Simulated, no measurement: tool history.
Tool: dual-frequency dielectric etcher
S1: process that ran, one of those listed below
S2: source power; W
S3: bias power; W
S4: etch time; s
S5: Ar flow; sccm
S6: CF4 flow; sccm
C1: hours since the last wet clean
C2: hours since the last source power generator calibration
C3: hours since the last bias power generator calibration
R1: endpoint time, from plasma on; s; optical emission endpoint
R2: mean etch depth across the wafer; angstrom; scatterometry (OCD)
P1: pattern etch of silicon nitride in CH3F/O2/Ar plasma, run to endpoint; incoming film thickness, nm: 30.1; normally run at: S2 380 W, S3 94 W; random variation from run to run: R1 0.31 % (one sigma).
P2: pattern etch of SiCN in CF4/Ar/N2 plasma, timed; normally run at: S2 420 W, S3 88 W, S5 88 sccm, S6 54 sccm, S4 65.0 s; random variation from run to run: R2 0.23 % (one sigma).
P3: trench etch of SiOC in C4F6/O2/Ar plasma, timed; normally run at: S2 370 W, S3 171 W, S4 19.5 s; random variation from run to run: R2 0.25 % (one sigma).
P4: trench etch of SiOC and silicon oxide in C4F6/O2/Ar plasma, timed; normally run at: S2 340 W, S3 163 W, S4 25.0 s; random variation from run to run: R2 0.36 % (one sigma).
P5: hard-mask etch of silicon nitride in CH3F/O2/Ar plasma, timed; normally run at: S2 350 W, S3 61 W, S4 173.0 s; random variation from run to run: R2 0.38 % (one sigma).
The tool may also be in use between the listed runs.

run 1 hour=8.8 | S1=P1 S2=380 S3=94 | C1=225.0 C2=1423.1 C3=426.7 | R1=41.078
run 2 hour=26.4 | S1=P1 S2=550 S3=94 | C1=242.6 C2=1440.7 C3=444.3 | R1=35.707
run 3 hour=44.0 | S1=P4 S2=260 S3=163 S4=25.0 | C1=260.2 C2=1458.3 C3=461.9 | R2=406.99
run 4 hour=53.4 | S1=P5 S2=350 S3=61 S4=135.0 | C1=269.6 C2=1467.7 C3=471.3 | R2=849.80
run 5 hour=64.0 | S1=P1 S2=380 S3=94 | C1=280.2 C2=1478.3 C3=481.9 | R1=41.012
run 6 hour=80.5 | S1=P1 S2=220 S3=61 | C1=296.7 C2=1494.8 C3=498.4 | R1=58.606
run 7 hour=91.1 | S1=P1 S2=380 S3=94 | C1=307.3 C2=1505.4 C3=509.0 | R1=41.029
run 8 hour=101.7 | S1=P1 S2=380 S3=125 | C1=317.9 C2=1516.0 C3=519.6 | R1=36.765
run 9 hour=113.8 | S1=P5 S2=220 S3=61 S4=173.0 | C1=330.0 C2=1528.1 C3=531.7 | R2=909.30
run 10 hour=127.9 | S1=P5 S2=350 S3=79 S4=173.0 | C1=344.1 C2=1542.2 C3=545.8 | R2=1184.50
run 11 hour=144.8 | S1=P2 S2=540 S3=88 S4=65.0 S5=88 S6=54 | C1=361.0 C2=1559.1 C3=562.7 | R2=673.42
run 12 hour=162.6 | S1=P3 S2=460 S3=171 S4=19.5 | C1=378.8 C2=1576.9 C3=580.5 | R2=417.95
run 13 hour=177.9 | S1=P2 S2=420 S3=88 S4=65.0 S5=88 S6=54 | C1=394.1 C2=1592.2 C3=595.8 | R2=543.25
run 14 hour=193.4 | S1=P2 S2=420 S3=88 S4=65.0 S5=58 S6=54 | C1=409.6 C2=1607.7 C3=611.3 | R2=573.83
run 15 hour=206.9 | S1=P5 S2=350 S3=61 S4=173.0 | C1=423.1 C2=1621.2 C3=624.8 | R2=1085.60
-- hour=212.8 source power generator calibrated
run 16 hour=215.4 | S1=P1 S2=220 S3=94 | C1=431.6 C2=2.6 C3=633.3 | R1=50.540
run 17 hour=226.9 | S1=P1 S2=380 S3=94 | C1=443.1 C2=14.1 C3=644.8 | R1=41.190
run 18 hour=240.7 | S1=P3 S2=370 S3=171 S4=14.0 | C1=456.9 C2=27.9 C3=658.6 | R2=275.72
run 19 hour=250.5 | S1=P1 S2=380 S3=94 | C1=466.7 C2=37.7 C3=668.4 | R1=41.113
run 20 hour=259.2 | S1=P1 S2=220 S3=59 | C1=475.4 C2=46.4 C3=677.1 | R1=59.025
run 21 hour=276.3 | S1=P1 S2=380 S3=94 | C1=492.5 C2=63.5 C3=694.2 | R1=41.142
run 22 hour=291.9 | S1=P4 S2=340 S3=106 S4=25.0 | C1=508.1 C2=79.1 C3=709.8 | R2=400.32
run 23 hour=301.0 | S1=P4 S2=340 S3=163 S4=25.0 | C1=517.2 C2=88.2 C3=718.9 | R2=452.24
run 24 hour=308.7 | S1=P4 S2=340 S3=163 S4=30.5 | C1=524.9 C2=95.9 C3=726.6 | R2=550.88
run 25 hour=323.9 | S1=P1 S2=380 S3=76 | C1=540.1 C2=111.1 C3=741.8 | R1=44.366
run 26 hour=338.0 | S1=P1 S2=380 S3=94 | C1=554.2 C2=125.2 C3=755.9 | R1=41.023
run 27 hour=347.8 | S1=P1 S2=510 S3=73 | C1=564.0 C2=135.0 C3=765.7 | R1=40.272
run 28 hour=365.1 | S1=P3 S2=370 S3=171 S4=19.5 | C1=581.3 C2=152.3 C3=783.0 | R2=383.06
run 29 hour=373.4 | S1=P2 S2=420 S3=88 S4=65.0 S5=88 S6=37 | C1=589.6 C2=160.6 C3=791.3 | R2=513.79
run 30 hour=382.4 | S1=P4 S2=340 S3=163 S4=25.0 | C1=598.6 C2=169.6 C3=800.3 | R2=453.55
run 31 hour=399.8 | S1=P2 S2=420 S3=63 S4=65.0 S5=88 S6=54 | C1=616.0 C2=187.0 C3=817.7 | R2=481.65

Forecast run 32:
run 32 hour=411.5 | S1=P2 S2=420 S3=88 S4=95.5 S5=88 S6=54 | C1=627.7 C2=198.7 C3=829.4 | R2=?

{"run 32": {"R2": 796.52}}
